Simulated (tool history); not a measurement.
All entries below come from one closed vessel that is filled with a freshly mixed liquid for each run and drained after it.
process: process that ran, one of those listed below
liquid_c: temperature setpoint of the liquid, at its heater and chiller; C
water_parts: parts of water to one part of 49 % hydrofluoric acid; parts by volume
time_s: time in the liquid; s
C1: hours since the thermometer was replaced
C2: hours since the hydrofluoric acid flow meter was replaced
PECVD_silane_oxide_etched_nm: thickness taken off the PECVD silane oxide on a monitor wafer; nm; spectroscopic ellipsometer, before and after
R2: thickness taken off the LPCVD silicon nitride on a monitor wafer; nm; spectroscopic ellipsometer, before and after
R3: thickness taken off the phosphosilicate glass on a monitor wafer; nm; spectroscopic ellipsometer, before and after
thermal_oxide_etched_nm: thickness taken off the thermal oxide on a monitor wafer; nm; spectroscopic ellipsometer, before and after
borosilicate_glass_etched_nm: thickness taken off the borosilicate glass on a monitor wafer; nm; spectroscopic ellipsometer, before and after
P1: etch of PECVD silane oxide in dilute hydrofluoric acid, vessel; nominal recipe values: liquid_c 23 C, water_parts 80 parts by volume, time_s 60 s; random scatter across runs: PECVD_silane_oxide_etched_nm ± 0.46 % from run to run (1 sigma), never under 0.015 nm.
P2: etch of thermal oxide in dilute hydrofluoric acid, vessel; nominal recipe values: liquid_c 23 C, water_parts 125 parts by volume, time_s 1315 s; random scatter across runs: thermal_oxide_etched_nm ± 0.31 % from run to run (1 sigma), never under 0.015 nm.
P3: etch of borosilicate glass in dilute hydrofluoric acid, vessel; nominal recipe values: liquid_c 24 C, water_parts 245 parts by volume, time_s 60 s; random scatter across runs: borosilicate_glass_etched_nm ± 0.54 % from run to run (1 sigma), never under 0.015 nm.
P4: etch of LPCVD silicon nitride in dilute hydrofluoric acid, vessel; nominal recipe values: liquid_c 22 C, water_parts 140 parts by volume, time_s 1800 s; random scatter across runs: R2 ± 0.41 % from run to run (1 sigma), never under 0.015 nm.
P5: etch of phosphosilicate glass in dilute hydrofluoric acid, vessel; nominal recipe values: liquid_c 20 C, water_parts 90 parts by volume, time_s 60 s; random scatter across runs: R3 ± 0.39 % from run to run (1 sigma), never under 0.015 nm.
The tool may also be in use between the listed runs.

Run 1, day 0.458: process P1, liquid_c 23 C, water_parts 80 parts by volume, time_s 60 s; C1 1071.5; C2 1062.2. Result: PECVD_silane_oxide_etched_nm 21.553 nm.
Run 2, day 0.958: process P4, liquid_c 22 C, water_parts 245 parts by volume, time_s 1800 s; C1 1083.5; C2 1074.2. Result: R2 3.166 nm.
Run 3, day 1.3: process P1, liquid_c 23 C, water_parts 80 parts by volume, time_s 60 s; C1 1091.7; C2 1082.4. Result: PECVD_silane_oxide_etched_nm 21.382 nm.
Run 4, day 1.871: process P1, liquid_c 31.5 C, water_parts 80 parts by volume, time_s 60 s; C1 1105.4; C2 1096.1. Result: PECVD_silane_oxide_etched_nm 30.159 nm.
Run 5, day 2.254: process P1, liquid_c 23 C, water_parts 80 parts by volume, time_s 60 s; C1 1114.6; C2 1105.3. Result: PECVD_silane_oxide_etched_nm 21.638 nm.
Run 6, day 2.512: process P1, liquid_c 19 C, water_parts 80 parts by volume, time_s 60 s; C1 1120.8; C2 1111.5. Result: PECVD_silane_oxide_etched_nm 18.199 nm.
Run 7, day 2.888: process P5, liquid_c 20 C, water_parts 35 parts by volume, time_s 60 s; C1 1129.8; C2 1120.5. Result: R3 210.23 nm.
Run 8, day 3.433: process P1, liquid_c 18.5 C, water_parts 125 parts by volume, time_s 60 s; C1 1142.9; C2 1133.6. Result: PECVD_silane_oxide_etched_nm 10.869 nm.
Run 9, day 3.996: process P4, liquid_c 22 C, water_parts 140 parts by volume, time_s 900 s; C1 1156.4; C2 1147.1. Result: R2 2.7243 nm.
Run 10, day 4.242: process P1, liquid_c 23 C, water_parts 80 parts by volume, time_s 60 s; C1 1162.3; C2 1153. Result: PECVD_silane_oxide_etched_nm 21.489 nm.
Run 11, day 4.65: process P2, liquid_c 23 C, water_parts 125 parts by volume, time_s 220 s; C1 1172.1; C2 1162.8. Result: thermal_oxide_etched_nm 7.9965 nm.
Run 12, day 5.158: process P5, liquid_c 20 C, water_parts 90 parts by volume, time_s 60 s; C1 1184.3; C2 1175. Result: R3 76.296 nm.
Run 13, day 5.5: process P4, liquid_c 29.5 C, water_parts 140 parts by volume, time_s 1800 s; C1 1192.5; C2 1183.2. Result: R2 8.8089 nm.
At day 5.554: hydrofluoric acid flow meter replaced.
Run 14, day 5.896: process P2, liquid_c 23 C, water_parts 40 parts by volume, time_s 1315 s; C1 1202; C2 8.2. Result: thermal_oxide_etched_nm 165.85 nm.
Run 15, day 6.262: process P5, liquid_c 20 C, water_parts 90 parts by volume, time_s 100 s; C1 1210.8; C2 17. Result: R3 127.94 nm.
Run 16, day 6.529: process P3, liquid_c 24 C, water_parts 245 parts by volume, time_s 60 s; C1 1217.2; C2 23.4. Result: borosilicate_glass_etched_nm 4.5946 nm.
Run 17, day 6.925: process P1, liquid_c 23 C, water_parts 80 parts by volume, time_s 60 s; C1 1226.7; C2 32.9. Result: PECVD_silane_oxide_etched_nm 21.278 nm.
Run 18, day 7.396: process P1, liquid_c 29.5 C, water_parts 110 parts by volume, time_s 60 s; C1 1238; C2 44.2. Result: PECVD_silane_oxide_etched_nm 19.335 nm.
Run 19, day 7.675: process P1, liquid_c 23 C, water_parts 130 parts by volume, time_s 60 s; C1 1244.7; C2 50.9. Result: PECVD_silane_oxide_etched_nm 12.426 nm.
Run 20, day 8.017: process P1, liquid_c 23 C, water_parts 25 parts by volume, time_s 60 s; C1 1252.9; C2 59.1. Result: PECVD_silane_oxide_etched_nm 74.219 nm.
Run 21, day 8.338: process P4, liquid_c 22 C, water_parts 140 parts by volume, time_s 1800 s; C1 1260.6; C2 66.8. Result: R2 5.4283 nm.
Run 22, day 8.654: process P1, liquid_c 23 C, water_parts 80 parts by volume, time_s 60 s; C1 1268.2; C2 74.4. Result: PECVD_silane_oxide_etched_nm 21.55 nm.
Run 23, day 9.029: process P3, liquid_c 24 C, water_parts 245 parts by volume, time_s 115 s; C1 1277.2; C2 83.4. Result: borosilicate_glass_etched_nm 8.8633 nm.
Run 24, day 9.296: process P3, liquid_c 24 C, water_parts 90 parts by volume, time_s 60 s; C1 1283.6; C2 89.8. Result: borosilicate_glass_etched_nm 14.857 nm.
Run 25, day 9.821: process P3, liquid_c 24 C, water_parts 245 parts by volume, time_s 60 s; C1 1296.2; C2 102.4. Result: borosilicate_glass_etched_nm 4.6339 nm.
Run 26, day 10.321: process P1, liquid_c 23 C, water_parts 80 parts by volume, time_s 95 s; C1 1308.2; C2 114.4. Result: PECVD_silane_oxide_etched_nm 33.99 nm.
Run 27, day 10.612: process P5, liquid_c 27 C, water_parts 90 parts by volume, time_s 60 s; C1 1315.2; C2 121.4. Result: R3 101.16 nm.
Run 28, day 10.95: process P2, liquid_c 17.5 C, water_parts 125 parts by volume, time_s 1315 s; C1 1323.3; C2 129.5. Result: thermal_oxide_etched_nm 38.081 nm.
Run 29, day 11.296: process P2, liquid_c 23 C, water_parts 125 parts by volume, time_s 1315 s; C1 1331.6; C2 137.8. Result: thermal_oxide_etched_nm 47.739 nm.
Run 30, day 11.721: process P1, liquid_c 23 C, water_parts 80 parts by volume, time_s 30 s; C1 1341.8; C2 148. Result: PECVD_silane_oxide_etched_nm 10.78 nm.
Run 31, day 12.221: process P3, liquid_c 19.5 C, water_parts 245 parts by volume, time_s 60 s; C1 1353.8; C2 160. Result: borosilicate_glass_etched_nm 3.9278 nm.
Run 32, day 12.675: process P1, liquid_c 23 C, water_parts 80 parts by volume, time_s 60 s; C1 1364.7; C2 170.9. Result: PECVD_silane_oxide_etched_nm 21.486 nm.
Run 33, day 13.008: process P1, liquid_c 23 C, water_parts 80 parts by volume, time_s 60 s; C1 1372.7; C2 178.9. Result: PECVD_silane_oxide_etched_nm 21.07 nm.
Run 34, day 13.383: process P1, liquid_c 23 C, water_parts 80 parts by volume, time_s 60 s; C1 1381.7; C2 187.9. Result: PECVD_silane_oxide_etched_nm 20.574 nm.
Run 35, day 13.954: process P1, liquid_c 23 C, water_parts 80 parts by volume, time_s 60 s; C1 1395.4; C2 201.6. Result: PECVD_silane_oxide_etched_nm 20.052 nm.
Run 36, day 14.217: process P1, liquid_c 23 C, water_parts 80 parts by volume, time_s 60 s; C1 1401.7; C2 207.9. Result: PECVD_silane_oxide_etched_nm 20.153 nm.
Run 37, day 14.783: process P1, liquid_c 23 C, water_parts 80 parts by volume, time_s 60 s; C1 1415.3; C2 221.5. Result: PECVD_silane_oxide_etched_nm 19.809 nm.
Run 38, day 15.142: process P1, liquid_c 23 C, water_parts 80 parts by volume, time_s 60 s; C1 1423.9; C2 230.1. Result: PECVD_silane_oxide_etched_nm 19.914 nm.
Run 39, day 15.538: process P1, liquid_c 23 C, water_parts 80 parts by volume, time_s 60 s; C1 1433.4; C2 239.6. Result: PECVD_silane_oxide_etched_nm 19.728 nm.
Run 40, day 16.012: process P1, liquid_c 23 C, water_parts 80 parts by volume, time_s 60 s; C1 1444.8; C2 251. Result: PECVD_silane_oxide_etched_nm 19.64 nm.
Run 41, day 16.338: process P1, liquid_c 23 C, water_parts 80 parts by volume, time_s 60 s; C1 1452.6; C2 258.8. Result: PECVD_silane_oxide_etched_nm 19.604 nm.
Run 42, day 16.738: process P1, liquid_c 23 C, water_parts 80 parts by volume, time_s 60 s; C1 1462.2; C2 268.4. Result: PECVD_silane_oxide_etched_nm 19.616 nm.
Run 43, day 17.192: process P1, liquid_c 23 C, water_parts 80 parts by volume, time_s 60 s; C1 1473.1; C2 279.3. Result: PECVD_silane_oxide_etched_nm 19.626 nm.

P1 no longer gives what it gave before; its output has crept away from where it was. The following 2 causes, each at its listed size, fit the log equally well:
A: liquid colder than its thermometer reads (K) = 2.19
B: hydrofluoric acid flow below the setpoint (%) = 7.8
The onset of the drift is placed at about day 12.675.

The check runs listed below each take one wafer, and their results are still question marks. Under which run would the listed causes lead to clearly different results?
Run check 1, day 17.646: process P2, liquid_c 23 C, water_parts 50 parts by volume, time_s 475 s. Result: thermal_oxide_etched_nm ?.
Run check 2, day 17.646: process P3, liquid_c 24 C, water_parts 145 parts by volume, time_s 115 s. Result: borosilicate_glass_etched_nm ?.
Run check 3, day 17.646: process P5, liquid_c 26.5 C, water_parts 90 parts by volume, time_s 60 s. Result: R3 ?.
Run check 4, day 17.646: process P4, liquid_c 22 C, water_parts 245 parts by volume, time_s 1800 s. Result: R2 ?.

How each check would come out, cause by cause:
  check                        result    if A    if B
check 1       thermal_oxide_etched_nm  43.055  43.269
check 2  borosilicate_glass_etched_nm  15.273  15.117
check 3                            R3  91.195  90.753
check 4                            R2  2.7281  2.8991
Smallest distance between any two causes, each pair judged by its most separating result, in per cent: check 1 0.5 %; check 2 1.03 %; check 3 0.49 %; check 4 6.08 %
Check 4 is the one run that separates the causes; every other check would come out nearly the same whichever cause is at work.

The results of check 4 are: R2 2.9242 nm. Based on these, which of the listed causes is it?

B is the cause: hydrofluoric acid flow below the setpoint (%).
